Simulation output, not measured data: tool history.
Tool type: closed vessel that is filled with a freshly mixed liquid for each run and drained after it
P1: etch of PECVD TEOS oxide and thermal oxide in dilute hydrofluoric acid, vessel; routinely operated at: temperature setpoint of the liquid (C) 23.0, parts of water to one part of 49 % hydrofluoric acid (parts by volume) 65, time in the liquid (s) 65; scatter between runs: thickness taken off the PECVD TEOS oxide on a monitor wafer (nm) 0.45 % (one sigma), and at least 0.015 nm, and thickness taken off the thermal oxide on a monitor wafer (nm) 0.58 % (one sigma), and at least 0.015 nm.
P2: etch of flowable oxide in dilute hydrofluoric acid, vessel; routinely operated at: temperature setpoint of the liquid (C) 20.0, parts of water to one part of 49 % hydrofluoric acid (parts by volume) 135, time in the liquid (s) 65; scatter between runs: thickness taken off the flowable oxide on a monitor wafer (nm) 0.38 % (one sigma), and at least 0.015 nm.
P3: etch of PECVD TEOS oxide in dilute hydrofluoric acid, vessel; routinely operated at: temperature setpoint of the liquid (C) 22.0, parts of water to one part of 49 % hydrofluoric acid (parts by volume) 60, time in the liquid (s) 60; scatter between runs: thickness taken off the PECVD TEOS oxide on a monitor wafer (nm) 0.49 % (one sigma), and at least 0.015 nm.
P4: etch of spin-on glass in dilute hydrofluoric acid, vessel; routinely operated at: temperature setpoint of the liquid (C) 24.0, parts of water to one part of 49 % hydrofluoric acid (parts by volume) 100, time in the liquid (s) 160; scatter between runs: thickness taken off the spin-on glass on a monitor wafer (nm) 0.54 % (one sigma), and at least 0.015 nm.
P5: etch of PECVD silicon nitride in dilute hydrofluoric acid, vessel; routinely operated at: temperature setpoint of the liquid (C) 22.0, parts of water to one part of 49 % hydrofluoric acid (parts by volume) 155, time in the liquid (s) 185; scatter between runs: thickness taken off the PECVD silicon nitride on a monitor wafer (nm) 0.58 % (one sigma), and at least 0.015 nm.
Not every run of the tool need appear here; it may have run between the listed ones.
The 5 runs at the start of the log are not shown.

run,hour,process that ran,temperature setpoint of the liquid (C),parts of water to one part of 49 % hydrofluoric acid (parts by volume),time in the liquid (s),thickness taken off the PECVD TEOS oxide on a monitor wafer (nm),thickness taken off the thermal oxide on a monitor wafer (nm),thickness taken off the flowable oxide on a monitor wafer (nm),thickness taken off the spin-on glass on a monitor wafer (nm),thickness taken off the PECVD silicon nitride on a monitor wafer (nm)
6,35.1,P2,17.0,135,65,,,13.909,,
7,44.1,P3,22.0,60,60,14.8740,,,,
8,49.5,P1,23.0,90,65,12.1200,3.4172,,,
9,58.2,P1,31.0,65,65,23.5970,6.7117,,,
10,67.0,P1,23.0,65,65,17.1910,4.8772,,,
11,73.2,P5,22.0,155,185,,,,,5.8870
12,78.9,P2,20.0,40,65,,,59.783,,
13,83.5,P1,23.0,65,65,17.4060,4.8936,,,
14,87.7,P3,22.0,60,30,7.3953,,,,
15,95.4,P4,24.0,180,160,,,,26.353,
16,104.1,P1,17.0,65,65,13.4950,3.7736,,,
17,109.9,P1,23.0,40,65,28.8410,8.1735,,,
18,118.8,P1,19.0,65,40,8.9841,2.5105,,,
19,127.6,P3,17.5,60,60,12.2280,,,,
20,134.4,P5,22.0,155,185,,,,,5.8806
21,143.3,P4,24.0,100,85,,,,27.358,
22,148.7,P1,31.0,65,30,11.0740,3.1055,,,
23,154.2,P4,24.0,100,160,,,,51.794,
24,159.8,P1,23.0,65,65,17.3570,4.8338,,,
25,165.0,P5,17.0,155,185,,,,,4.2205
26,174.2,P1,23.0,65,35,9.3661,2.5970,,,
27,183.7,P5,22.0,155,350,,,,,11.3130
28,191.2,P1,23.0,65,105,27.9460,7.8536,,,
29,196.1,P3,22.0,30,60,30.8570,,,,
30,200.8,P1,23.0,65,65,17.2520,4.8855,,,

What will run 31 give?
31,208.4,P1,23.0,65,65,?,?,,,

thickness taken off the PECVD TEOS oxide on a monitor wafer (nm): 17.2990
thickness taken off the thermal oxide on a monitor wafer (nm): 4.9237

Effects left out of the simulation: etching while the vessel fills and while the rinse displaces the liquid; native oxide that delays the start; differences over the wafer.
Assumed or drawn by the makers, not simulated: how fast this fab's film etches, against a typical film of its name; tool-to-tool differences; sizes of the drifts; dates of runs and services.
